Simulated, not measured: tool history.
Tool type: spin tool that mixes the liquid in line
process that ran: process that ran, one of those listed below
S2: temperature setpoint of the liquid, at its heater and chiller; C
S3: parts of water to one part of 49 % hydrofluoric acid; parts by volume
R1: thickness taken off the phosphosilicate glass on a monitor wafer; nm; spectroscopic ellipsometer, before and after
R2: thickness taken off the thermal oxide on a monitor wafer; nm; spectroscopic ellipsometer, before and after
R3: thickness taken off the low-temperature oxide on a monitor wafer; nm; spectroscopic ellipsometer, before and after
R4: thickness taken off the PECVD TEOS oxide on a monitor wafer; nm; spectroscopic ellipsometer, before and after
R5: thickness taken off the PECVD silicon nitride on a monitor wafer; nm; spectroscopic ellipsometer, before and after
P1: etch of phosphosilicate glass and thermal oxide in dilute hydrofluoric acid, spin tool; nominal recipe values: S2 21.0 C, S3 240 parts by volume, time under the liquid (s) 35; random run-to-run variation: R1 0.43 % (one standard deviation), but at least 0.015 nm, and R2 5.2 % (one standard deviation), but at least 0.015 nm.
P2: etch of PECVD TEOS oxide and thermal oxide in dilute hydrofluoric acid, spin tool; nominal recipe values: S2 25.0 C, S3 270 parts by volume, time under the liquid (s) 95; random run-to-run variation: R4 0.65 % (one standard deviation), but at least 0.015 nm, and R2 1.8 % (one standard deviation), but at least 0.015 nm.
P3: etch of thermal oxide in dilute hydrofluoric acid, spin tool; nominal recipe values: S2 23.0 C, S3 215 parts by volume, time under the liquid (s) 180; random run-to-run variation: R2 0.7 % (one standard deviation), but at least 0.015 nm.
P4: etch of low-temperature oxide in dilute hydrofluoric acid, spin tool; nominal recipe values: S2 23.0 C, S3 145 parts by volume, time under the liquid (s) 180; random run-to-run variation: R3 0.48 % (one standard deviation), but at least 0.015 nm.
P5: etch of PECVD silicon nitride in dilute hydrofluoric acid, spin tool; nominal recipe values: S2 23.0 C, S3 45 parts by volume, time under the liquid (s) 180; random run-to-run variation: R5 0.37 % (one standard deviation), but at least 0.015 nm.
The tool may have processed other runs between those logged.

Run 1, day 0.346: process that ran P1, S2 21.0 C, S3 240 parts by volume, time under the liquid (s) 35. Result: R1 9.3434 nm, R2 0.53204 nm.
Run 2, day 0.692: process that ran P1, S2 21.0 C, S3 240 parts by volume, time under the liquid (s) 35. Result: R1 9.3558 nm, R2 0.56558 nm.
Run 3, day 1.162: process that ran P4, S2 23.0 C, S3 240 parts by volume, time under the liquid (s) 180. Result: R3 6.4150 nm.
Run 4, day 1.417: process that ran P2, S2 25.0 C, S3 115 parts by volume, time under the liquid (s) 95. Result: R2 3.95530 nm, R4 11.63400 nm.
Run 5, day 1.929: process that ran P1, S2 21.0 C, S3 240 parts by volume, time under the liquid (s) 35. Result: R1 9.2744 nm, R2 0.52877 nm.
Run 6, day 2.375: process that ran P3, S2 23.0 C, S3 215 parts by volume, time under the liquid (s) 300. Result: R2 5.36030 nm.
Run 7, day 2.629: process that ran P1, S2 29.0 C, S3 345 parts by volume, time under the liquid (s) 35. Result: R1 7.7224 nm, R2 0.44119 nm.
Run 8, day 2.958: process that ran P2, S2 29.5 C, S3 270 parts by volume, time under the liquid (s) 95. Result: R2 1.62000 nm, R4 4.84900 nm.
Run 9, day 3.271: process that ran P5, S2 23.0 C, S3 45 parts by volume, time under the liquid (s) 340. Result: R5 37.656 nm.
Run 10, day 3.542: process that ran P3, S2 23.0 C, S3 215 parts by volume, time under the liquid (s) 180. Result: R2 3.27790 nm.
Run 11, day 3.875: process that ran P1, S2 21.0 C, S3 410 parts by volume, time under the liquid (s) 35. Result: R1 4.6875 nm, R2 0.27879 nm.
Run 12, day 4.225: process that ran P3, S2 23.0 C, S3 215 parts by volume, time under the liquid (s) 180. Result: R2 3.23290 nm.
Run 13, day 4.746: process that ran P1, S2 21.0 C, S3 240 parts by volume, time under the liquid (s) 35. Result: R1 9.4132 nm, R2 0.49556 nm.
Run 14, day 5.304: process that ran P5, S2 23.0 C, S3 45 parts by volume, time under the liquid (s) 180. Result: R5 19.930 nm.
Run 15, day 5.688: process that ran P1, S2 17.0 C, S3 335 parts by volume, time under the liquid (s) 35. Result: R1 5.3062 nm, R2 0.28523 nm.
Run 16, day 6.092: process that ran P1, S2 21.0 C, S3 80 parts by volume, time under the liquid (s) 35. Result: R1 33.3820 nm, R2 1.87600 nm.
Run 17, day 6.525: process that ran P4, S2 17.0 C, S3 145 parts by volume, time under the liquid (s) 180. Result: R3 9.2852 nm.
Run 18, day 7.029: process that ran P1, S2 21.0 C, S3 240 parts by volume, time under the liquid (s) 15. Result: R1 3.9893 nm, R2 0.21840 nm.
Run 19, day 7.421: process that ran P2, S2 25.0 C, S3 270 parts by volume, time under the liquid (s) 95. Result: R2 1.40290 nm, R4 4.17000 nm.
Run 20, day 7.688: process that ran P1, S2 17.0 C, S3 240 parts by volume, time under the liquid (s) 35. Result: R1 7.9605 nm, R2 0.41457 nm.
Run 21, day 8.025: process that ran P3, S2 27.0 C, S3 215 parts by volume, time under the liquid (s) 180. Result: R2 3.75330 nm.
Run 22, day 8.446: process that ran P3, S2 23.0 C, S3 50 parts by volume, time under the liquid (s) 180. Result: R2 16.94700 nm.
Run 23, day 8.833: process that ran P1, S2 21.0 C, S3 240 parts by volume, time under the liquid (s) 35. Result: R1 9.2916 nm, R2 0.54838 nm.
Run 24, day 9.296: process that ran P5, S2 23.0 C, S3 45 parts by volume, time under the liquid (s) 180. Result: R5 19.814 nm.
Run 25, day 9.612: process that ran P1, S2 21.0 C, S3 240 parts by volume, time under the liquid (s) 35. Result: R1 9.3788 nm, R2 0.52468 nm.
Run 26, day 9.925: process that ran P4, S2 23.0 C, S3 145 parts by volume, time under the liquid (s) 180. Result: R3 11.7910 nm.
Run 27, day 10.404: process that ran P1, S2 26.5 C, S3 240 parts by volume, time under the liquid (s) 65. Result: R1 21.2060 nm, R2 1.12510 nm.
Run 28, day 10.838: process that ran P5, S2 17.0 C, S3 45 parts by volume, time under the liquid (s) 180. Result: R5 13.078 nm.
Run 29, day 11.212: process that ran P2, S2 25.0 C, S3 270 parts by volume, time under the liquid (s) 15. Result: R2 0.21418 nm, R4 0.65408 nm.
Run 30, day 11.554: process that ran P4, S2 23.0 C, S3 145 parts by volume, time under the liquid (s) 300. Result: R3 19.7150 nm.
Run 31, day 11.862: process that ran P1, S2 21.0 C, S3 240 parts by volume, time under the liquid (s) 55. Result: R1 14.5540 nm, R2 0.82028 nm.
Run 32, day 12.362: process that ran P5, S2 23.0 C, S3 75 parts by volume, time under the liquid (s) 180. Result: R5 12.019 nm.
Run 33, day 12.625: process that ran P1, S2 27.0 C, S3 240 parts by volume, time under the liquid (s) 35. Result: R1 11.6380 nm, R2 0.70040 nm.
Run 34, day 13.042: process that ran P1, S2 21.0 C, S3 240 parts by volume, time under the liquid (s) 35. Result: R1 9.3982 nm, R2 0.56406 nm.
Run 35, day 13.417: process that ran P1, S2 21.0 C, S3 240 parts by volume, time under the liquid (s) 35. Result: R1 9.5687 nm, R2 0.56278 nm.
Run 36, day 13.671: process that ran P1, S2 21.0 C, S3 240 parts by volume, time under the liquid (s) 35. Result: R1 9.5856 nm, R2 0.56160 nm.
Run 37, day 14.021: process that ran P1, S2 21.0 C, S3 240 parts by volume, time under the liquid (s) 35. Result: R1 9.6923 nm, R2 0.58913 nm.
Run 38, day 14.312: process that ran P1, S2 21.0 C, S3 240 parts by volume, time under the liquid (s) 35. Result: R1 9.7756 nm, R2 0.56555 nm.
Run 39, day 14.758: process that ran P1, S2 21.0 C, S3 240 parts by volume, time under the liquid (s) 35. Result: R1 9.7359 nm, R2 0.54872 nm.
Run 40, day 15.175: process that ran P1, S2 21.0 C, S3 240 parts by volume, time under the liquid (s) 35. Result: R1 9.8073 nm, R2 0.56420 nm.
Run 41, day 15.667: process that ran P1, S2 21.0 C, S3 240 parts by volume, time under the liquid (s) 35. Result: R1 9.8180 nm, R2 0.59567 nm.
Run 42, day 16.029: process that ran P1, S2 21.0 C, S3 240 parts by volume, time under the liquid (s) 35. Result: R1 9.8731 nm, R2 0.58393 nm.
Run 43, day 16.525: process that ran P1, S2 21.0 C, S3 240 parts by volume, time under the liquid (s) 35. Result: R1 9.8822 nm, R2 0.51117 nm.

P1 no longer gives what it gave before; its output has crept away from where it was. The following 2 causes, each at its listed size, fit the log equally well:
A: hydrofluoric acid flow above the setpoint (%) = 4.58
B: liquid hotter than its thermometer reads (K) = 1.49
The onset of the drift is placed at about day 13.042.

Which of the 4 check runs listed below separates the causes, so that each cause would produce a clearly different result? Each run uses one wafer, and its results are marked with question marks.
Run check 1, day 17.021: process that ran P2, S2 25.0 C, S3 270 parts by volume, time under the liquid (s) 95. Result: R2 ?, R4 ?.
Run check 2, day 17.021: process that ran P4, S2 23.0 C, S3 145 parts by volume, time under the liquid (s) 180. Result: R3 ?.
Run check 3, day 17.021: process that ran P5, S2 23.0 C, S3 45 parts by volume, time under the liquid (s) 180. Result: R5 ?.
Run check 4, day 17.021: process that ran P3, S2 23.0 C, S3 215 parts by volume, time under the liquid (s) 180. Result: R2 ?.

Check results expected under each cause:
  check  result     if A     if B
check 1      R2  1.45860  1.45080
check 1      R4  4.39720  4.37380
check 2      R3  12.4160  12.4830
check 3      R5   20.754   21.978
check 4      R2  3.42640  3.42670
Smallest distance between any two causes, each pair judged by its most separating result, in per cent: check 1 0.53 %; check 2 0.54 %; check 3 5.73 %; check 4 0.01 %
Check 3 tells the causes apart: in the others they would give nearly the same result.

With check 3 done, the readings were: R5 20.880 nm. Identify which of the listed causes applies.

A is the cause: hydrofluoric acid flow above the setpoint (%).
